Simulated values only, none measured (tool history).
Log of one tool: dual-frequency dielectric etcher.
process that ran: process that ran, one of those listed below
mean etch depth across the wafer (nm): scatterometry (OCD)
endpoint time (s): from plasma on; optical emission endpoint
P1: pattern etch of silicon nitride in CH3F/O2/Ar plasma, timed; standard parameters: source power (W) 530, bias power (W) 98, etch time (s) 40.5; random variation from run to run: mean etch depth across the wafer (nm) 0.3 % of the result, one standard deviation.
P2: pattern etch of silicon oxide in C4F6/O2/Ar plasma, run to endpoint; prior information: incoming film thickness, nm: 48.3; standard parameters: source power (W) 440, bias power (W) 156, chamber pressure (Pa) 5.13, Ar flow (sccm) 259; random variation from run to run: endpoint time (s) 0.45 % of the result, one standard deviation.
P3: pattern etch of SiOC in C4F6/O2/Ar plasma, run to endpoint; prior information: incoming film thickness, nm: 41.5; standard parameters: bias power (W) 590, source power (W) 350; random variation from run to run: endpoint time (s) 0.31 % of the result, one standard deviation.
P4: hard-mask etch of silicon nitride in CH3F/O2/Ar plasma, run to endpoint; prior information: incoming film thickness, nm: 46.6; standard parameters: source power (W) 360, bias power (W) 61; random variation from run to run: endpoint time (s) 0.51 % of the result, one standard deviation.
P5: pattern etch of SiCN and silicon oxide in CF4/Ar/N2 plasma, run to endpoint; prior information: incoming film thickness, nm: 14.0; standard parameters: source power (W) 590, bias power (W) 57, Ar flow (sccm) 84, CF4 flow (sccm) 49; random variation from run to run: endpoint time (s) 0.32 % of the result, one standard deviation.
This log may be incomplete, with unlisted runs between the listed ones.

run   hour  process that ran  source power (W)  bias power (W)  etch time (s)  chamber pressure (Pa)  Ar flow (sccm)  CF4 flow (sccm)  hours since the last wet clean  hours since the last source power generator calibration  hours since the last bias power generator calibration  mean etch depth across the wafer (nm)  endpoint time (s)
  1   14.5                P1               530              98           40.5                                                                                   199.0                                                   2039.6                                                 1281.8                                 35.752
  2   30.0                P1               530              73           40.5                                                                                   214.5                                                   2055.1                                                 1297.3                                 32.427
  3   40.9                P2               440             156                                  5.13             259                                            225.4                                                   2066.0                                                 1308.2                                                    15.751
  4   49.1                P1               530              98           51.5                                                                                   233.6                                                   2074.2                                                 1316.4                                 45.676
  5   65.5                P5               390              57                                                    84               49                           250.0                                                   2090.6                                                 1332.8                                                    20.187
  6   77.3                P1               360              98           51.0                                                                                   261.8                                                   2102.4                                                 1344.6                                 38.953
  7   91.5                P1               310              98           40.5                                                                                   276.0                                                   2116.6                                                 1358.8                                 29.400
  8  109.4                P2               300             156                                  5.13             259                                            293.9                                                   2134.5                                                 1376.7                                                    18.472
  9  118.8                P5               590              57                                                    84               69                           303.3                                                   2143.9                                                 1386.1                                                    13.332
 10  127.7                P4               360              48                                                                                                  312.2                                                   2152.8                                                 1395.0                                                    78.792
 11  142.1                P1               530              98           29.0                                                                                   326.6                                                   2167.2                                                 1409.4                                 25.588
 12  151.2                P2               440             156                                  3.60             259                                            335.7                                                   2176.3                                                 1418.5                                                    15.142
 13  163.7                P1               530              98           40.5                                                                                   348.2                                                   2188.8                                                 1431.0                                 35.865
 14  172.3                P1               530              98           40.5                                                                                   356.8                                                   2197.4                                                 1439.6                                 35.786
 15  187.9                P1               400             128           40.5                                                                                   372.4                                                   2213.0                                                 1455.2                                 35.580
 16  200.6                P3               210             590                                                                                                  385.1                                                   2225.7                                                 1467.9                                                    16.701
 17  210.6                P3               350             369                                                                                                  395.1                                                   2235.7                                                 1477.9                                                    16.506
 18  224.3                P5               590              57                                                   102               49                           408.8                                                   2249.4                                                 1491.6                                                    14.557
 19  239.8                P4               450              61                                                                                                  424.3                                                   2264.9                                                 1507.1                                                    67.144
 20  251.6                P1               530              98           40.5                                                                                   436.1                                                   2276.7                                                 1518.9                                 35.767
 21  260.0                P1               650             127           40.5                                                                                   444.5                                                   2285.1                                                 1527.3                                 42.367
 22  273.5                P4               360              61                                                                                                  458.0                                                   2298.6                                                 1540.8                                                    73.661
 23  287.9                P3               350             590                                                                                                  472.4                                                   2313.0                                                 1555.2                                                    13.846
 24  302.5                P1               700              98           40.5                                                                                   487.0                                                   2327.6                                                 1569.8                                 39.522
 25  311.1                P2               440             156                                  5.13             324                                            495.6                                                   2336.2                                                 1578.4                                                    16.178
 26  325.7                P4               360              61                                                                                                  510.2                                                   2350.8                                                 1593.0                                                    73.565
 27  340.5                P3               350             590                                                                                                  525.0                                                   2365.6                                                 1607.8                                                    13.909
 28  350.4                P1               530             129           40.5                                                                                   534.9                                                   2375.5                                                 1617.7                                 39.576
 29  363.1                P2               440             156                                  5.13             259                                            547.6                                                   2388.2                                                 1630.4                                                    15.766
 30  380.2                P5               590              57                                                    84               49                           564.7                                                   2405.3                                                 1647.5                                                    14.028
 31  390.4                P5               590              69                                                    84               49                           574.9                                                   2415.5                                                 1657.7                                                    13.202
 32  400.2                P1               530              98           40.5                                                                                   584.7                                                   2425.3                                                 1667.5                                 35.715
 33  414.3                P2               440             128                                  5.13             259                                            598.8                                                   2439.4                                                 1681.6                                                    16.751
 34  424.0                P1               530              98           40.5                                                                                   608.5                                                   2449.1                                                 1691.3                                 35.758
 35  434.0                P1               530              98           40.5                                                                                   618.5                                                   2459.1                                                 1701.3                                 36.066
 36  443.7                P1               530              98           40.5                                                                                   628.2                                                   2468.8                                                 1711.0                                 36.086
 37  456.9                P1               530              98           40.5                                                                                   641.4                                                   2482.0                                                 1724.2                                 36.202
 38  472.2                P1               530              98           40.5                                                                                   656.7                                                   2497.3                                                 1739.5                                 36.411
 39  483.0                P1               530              98           40.5                                                                                   667.5                                                   2508.1                                                 1750.3                                 36.199
     494.5  -- wet clean of the chamber
 40  500.7                P1               530              98           40.5                                                                                     6.3                                                   2525.8                                                 1768.0                                 36.312
 41  512.7                P1               530              98           40.5                                                                                    18.3                                                   2537.8                                                 1780.0                                 36.366
 42  521.0                P1               530              98           40.5                                                                                    26.6                                                   2546.1                                                 1788.3                                 36.304

P1 no longer gives what it gave before; its output has crept away from where it was. The following 2 causes, each at its listed size, fit the log equally well:
A: bias power that arrives over what is set, % = 4.67
B: source power that arrives over what is set, % = 4.49
The gradual shift began around hour 424.0.
What rules out each remaining cause:
chamber walls in a state that raises the etch rate, %: its service at hour 494.5 followed the start of the drift and did not put the process back to its old value

Below are 4 check runs, each on a single wafer, with their results shown as question marks. Which of them would tell the listed causes apart, meaning the causes would give clearly different results under it?
check 1  529.3                P5               590              57                                                    84               49                                                                                                                                                                                                         ?
check 2  529.3                P4               360              61                                                                                                                                                                                                                                                                                ?
check 3  529.3                P3               350             590                                                                                                                                                                                                                                                                                ?
check 4  529.3                P2               440             156                                  5.13             259                                                                                                                                                                                                                          ?

How each check would come out, cause by cause:
  check             result    if A    if B
check 1  endpoint time (s)  13.855  13.523
check 2  endpoint time (s)  72.117  72.005
check 3  endpoint time (s)  13.593  13.614
check 4  endpoint time (s)  15.589  15.536
Separation of the two closest causes in each check, using whichever result separates them best: check 1 2.42 %; check 2 0.16 %; check 3 0.15 %; check 4 0.34 %
The causes can be told apart only by check 1. The other checks would give nearly the same results under each of them.

Check 1 was then run and gave: endpoint time (s) 13.778. Which cause is it?

A is the cause: bias power that arrives over what is set, %.
